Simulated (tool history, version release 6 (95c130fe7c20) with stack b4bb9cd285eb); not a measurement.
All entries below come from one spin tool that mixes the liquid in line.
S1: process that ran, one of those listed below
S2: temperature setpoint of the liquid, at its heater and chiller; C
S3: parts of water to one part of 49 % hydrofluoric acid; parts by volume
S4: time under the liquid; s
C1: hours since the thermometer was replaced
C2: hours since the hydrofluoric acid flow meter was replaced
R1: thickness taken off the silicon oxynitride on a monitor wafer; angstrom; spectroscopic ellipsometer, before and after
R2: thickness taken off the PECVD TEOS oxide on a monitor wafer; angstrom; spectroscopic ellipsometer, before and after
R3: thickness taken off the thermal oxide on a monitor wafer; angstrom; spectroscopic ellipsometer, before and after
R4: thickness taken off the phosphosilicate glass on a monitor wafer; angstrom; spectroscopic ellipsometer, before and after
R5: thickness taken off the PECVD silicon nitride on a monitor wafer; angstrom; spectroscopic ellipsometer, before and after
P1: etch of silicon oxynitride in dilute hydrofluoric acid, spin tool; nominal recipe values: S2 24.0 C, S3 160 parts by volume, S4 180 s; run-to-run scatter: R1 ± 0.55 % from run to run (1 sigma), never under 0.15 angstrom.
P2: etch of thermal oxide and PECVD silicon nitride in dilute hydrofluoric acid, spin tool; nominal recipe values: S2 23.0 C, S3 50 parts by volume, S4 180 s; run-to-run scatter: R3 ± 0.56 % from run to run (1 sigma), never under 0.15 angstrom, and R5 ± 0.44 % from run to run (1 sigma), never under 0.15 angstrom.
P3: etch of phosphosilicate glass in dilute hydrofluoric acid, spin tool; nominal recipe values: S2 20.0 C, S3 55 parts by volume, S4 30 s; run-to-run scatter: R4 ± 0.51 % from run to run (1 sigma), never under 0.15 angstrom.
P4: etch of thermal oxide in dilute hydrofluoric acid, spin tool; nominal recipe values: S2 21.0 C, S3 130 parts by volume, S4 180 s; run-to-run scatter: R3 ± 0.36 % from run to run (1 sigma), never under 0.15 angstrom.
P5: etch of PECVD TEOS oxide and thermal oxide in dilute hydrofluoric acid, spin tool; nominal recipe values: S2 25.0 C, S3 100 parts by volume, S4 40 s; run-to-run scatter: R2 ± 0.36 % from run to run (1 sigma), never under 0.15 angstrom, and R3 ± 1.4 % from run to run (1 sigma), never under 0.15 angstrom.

{"run": 1, "hour": 9.3, "S1": "P1", "S2": 24.0, "S3": 160, "S4": 180, "C1": 1263.5, "C2": 223.1, "R1": 40.183}
{"run": 2, "hour": 17.1, "S1": "P1", "S2": 18.5, "S3": 160, "S4": 180, "C1": 1271.3, "C2": 230.9, "R1": 31.414}
{"run": 3, "hour": 29.3, "S1": "P5", "S2": 25.0, "S3": 155, "S4": 40, "C1": 1283.5, "C2": 243.1, "R2": 70.345, "R3": 11.665}
{"run": 4, "hour": 36.8, "S1": "P3", "S2": 20.0, "S3": 55, "S4": 55, "C1": 1291.0, "C2": 250.6, "R4": 1488.9}
{"run": 5, "hour": 48.7, "S1": "P4", "S2": 21.0, "S3": 130, "S4": 180, "C1": 1302.9, "C2": 262.5, "R3": 57.449}
{"run": 6, "hour": 55.7, "S1": "P4", "S2": 17.0, "S3": 130, "S4": 180, "C1": 1309.9, "C2": 269.5, "R3": 49.245}
{"run": 7, "hour": 68.4, "S1": "P5", "S2": 25.0, "S3": 100, "S4": 40, "C1": 1322.6, "C2": 282.2, "R2": 117.01, "R3": 19.208}
{"run": 8, "hour": 82.8, "S1": "P1", "S2": 31.5, "S3": 240, "S4": 180, "C1": 1337.0, "C2": 296.6, "R1": 34.46}
{"run": 9, "hour": 96.3, "S1": "P5", "S2": 25.0, "S3": 100, "S4": 75, "C1": 1350.5, "C2": 310.1, "R2": 219.26, "R3": 35.527}
{"run": 10, "hour": 105.9, "S1": "P1", "S2": 24.0, "S3": 160, "S4": 180, "C1": 1360.1, "C2": 319.7, "R1": 39.533}
{"run": 11, "hour": 114.1, "S1": "P1", "S2": 24.0, "S3": 240, "S4": 180, "C1": 1368.3, "C2": 327.9, "R1": 25.418}
{"run": 12, "hour": 128.0, "S1": "P1", "S2": 24.0, "S3": 160, "S4": 180, "C1": 1382.2, "C2": 341.8, "R1": 39.977}
{"run": 13, "hour": 136.6, "S1": "P4", "S2": 21.0, "S3": 200, "S4": 180, "C1": 1390.8, "C2": 350.4, "R3": 34.406}
{"run": 14, "hour": 150.1, "S1": "P1", "S2": 24.0, "S3": 160, "S4": 180, "C1": 1404.3, "C2": 363.9, "R1": 40.07}
{"run": 15, "hour": 161.8, "S1": "P5", "S2": 25.0, "S3": 100, "S4": 40, "C1": 1416.0, "C2": 375.6, "R2": 116.31, "R3": 18.933}
{"run": 16, "hour": 173.3, "S1": "P2", "S2": 23.0, "S3": 50, "S4": 355, "C1": 1427.5, "C2": 387.1, "R3": 321.69, "R5": 372.61}
{"run": 17, "hour": 179.8, "S1": "P1", "S2": 24.0, "S3": 160, "S4": 45, "C1": 1434.0, "C2": 393.6, "R1": 10.266}
{"run": 18, "hour": 191.4, "S1": "P4", "S2": 21.0, "S3": 130, "S4": 350, "C1": 1445.6, "C2": 405.2, "R3": 111.2}
{"run": 19, "hour": 201.5, "S1": "P5", "S2": 20.5, "S3": 100, "S4": 40, "C1": 1455.7, "C2": 415.3, "R2": 97.201, "R3": 16.41}
{"run": 20, "hour": 208.6, "S1": "P1", "S2": 24.0, "S3": 65, "S4": 180, "C1": 1462.8, "C2": 422.4, "R1": 106.99}
{"run": 21, "hour": 216.6, "S1": "P2", "S2": 23.0, "S3": 50, "S4": 180, "C1": 1470.8, "C2": 430.4, "R3": 164.24, "R5": 187.66}
{"run": 22, "hour": 224.0, "S1": "P3", "S2": 23.5, "S3": 55, "S4": 30, "C1": 1478.2, "C2": 437.8, "R4": 929.21}
{"run": 23, "hour": 237.7, "S1": "P2", "S2": 23.0, "S3": 75, "S4": 180, "C1": 1491.9, "C2": 451.5, "R3": 105.86, "R5": 125.87}
{"run": 24, "hour": 248.4, "S1": "P3", "S2": 20.0, "S3": 55, "S4": 30, "C1": 1502.6, "C2": 462.2, "R4": 802.64}
{"run": 25, "hour": 259.3, "S1": "P1", "S2": 29.0, "S3": 160, "S4": 180, "C1": 1513.5, "C2": 473.1, "R1": 49.654}
{"run": 26, "hour": 267.0, "S1": "P1", "S2": 24.0, "S3": 160, "S4": 300, "C1": 1521.2, "C2": 480.8, "R1": 66.594}
{"run": 27, "hour": 280.5, "S1": "P1", "S2": 17.0, "S3": 265, "S4": 180, "C1": 1534.7, "C2": 494.3, "R1": 16.447}
{"run": 28, "hour": 289.4, "S1": "P3", "S2": 20.0, "S3": 55, "S4": 30, "C1": 1543.6, "C2": 503.2, "R4": 809.94}
{"run": 29, "hour": 296.9, "S1": "P2", "S2": 19.0, "S3": 50, "S4": 180, "C1": 1551.1, "C2": 510.7, "R3": 138.41, "R5": 141.64}
{"run": 30, "hour": 309.4, "S1": "P1", "S2": 24.0, "S3": 160, "S4": 180, "C1": 1563.6, "C2": 523.2, "R1": 39.916}
{"run": 31, "hour": 319.2, "S1": "P3", "S2": 20.0, "S3": 95, "S4": 30, "C1": 1573.4, "C2": 533.0, "R4": 446.11}
{"run": 32, "hour": 332.8, "S1": "P1", "S2": 24.0, "S3": 160, "S4": 180, "C1": 1587.0, "C2": 546.6, "R1": 40.582}
{"run": 33, "hour": 347.3, "S1": "P1", "S2": 27.5, "S3": 235, "S4": 180, "C1": 1601.5, "C2": 561.1, "R1": 30.497}
{"run": 34, "hour": 361.7, "S1": "P1", "S2": 24.0, "S3": 160, "S4": 180, "C1": 1615.9, "C2": 575.5, "R1": 40.215}
{"run": 35, "hour": 371.7, "S1": "P1", "S2": 24.0, "S3": 160, "S4": 180, "C1": 1625.9, "C2": 585.5, "R1": 41.587}
{"run": 36, "hour": 380.5, "S1": "P1", "S2": 24.0, "S3": 160, "S4": 180, "C1": 1634.7, "C2": 594.3, "R1": 41.794}
{"run": 37, "hour": 387.6, "S1": "P1", "S2": 24.0, "S3": 160, "S4": 180, "C1": 1641.8, "C2": 601.4, "R1": 42.061}
{"run": 38, "hour": 399.7, "S1": "P1", "S2": 24.0, "S3": 160, "S4": 180, "C1": 1653.9, "C2": 613.5, "R1": 42.738}
{"run": 39, "hour": 406.9, "S1": "P1", "S2": 24.0, "S3": 160, "S4": 180, "C1": 1661.1, "C2": 620.7, "R1": 42.703}
{"run": 40, "hour": 415.5, "S1": "P1", "S2": 24.0, "S3": 160, "S4": 180, "C1": 1669.7, "C2": 629.3, "R1": 43.075}
{"run": 41, "hour": 428.4, "S1": "P1", "S2": 24.0, "S3": 160, "S4": 180, "C1": 1682.6, "C2": 642.2, "R1": 43.336}
{"run": 42, "hour": 439.7, "S1": "P1", "S2": 24.0, "S3": 160, "S4": 180, "C1": 1693.9, "C2": 653.5, "R1": 43.004}
{"run": 43, "hour": 448.0, "S1": "P1", "S2": 24.0, "S3": 160, "S4": 180, "C1": 1702.2, "C2": 661.8, "R1": 44.07}

Expected results for the next run?
{"run": 44, "hour": 458.8, "S1": "P1", "S2": 24.0, "S3": 160, "S4": 180, "C1": 1713.0, "C2": 672.6, "R1": "?"}

R1: 43.146 angstrom
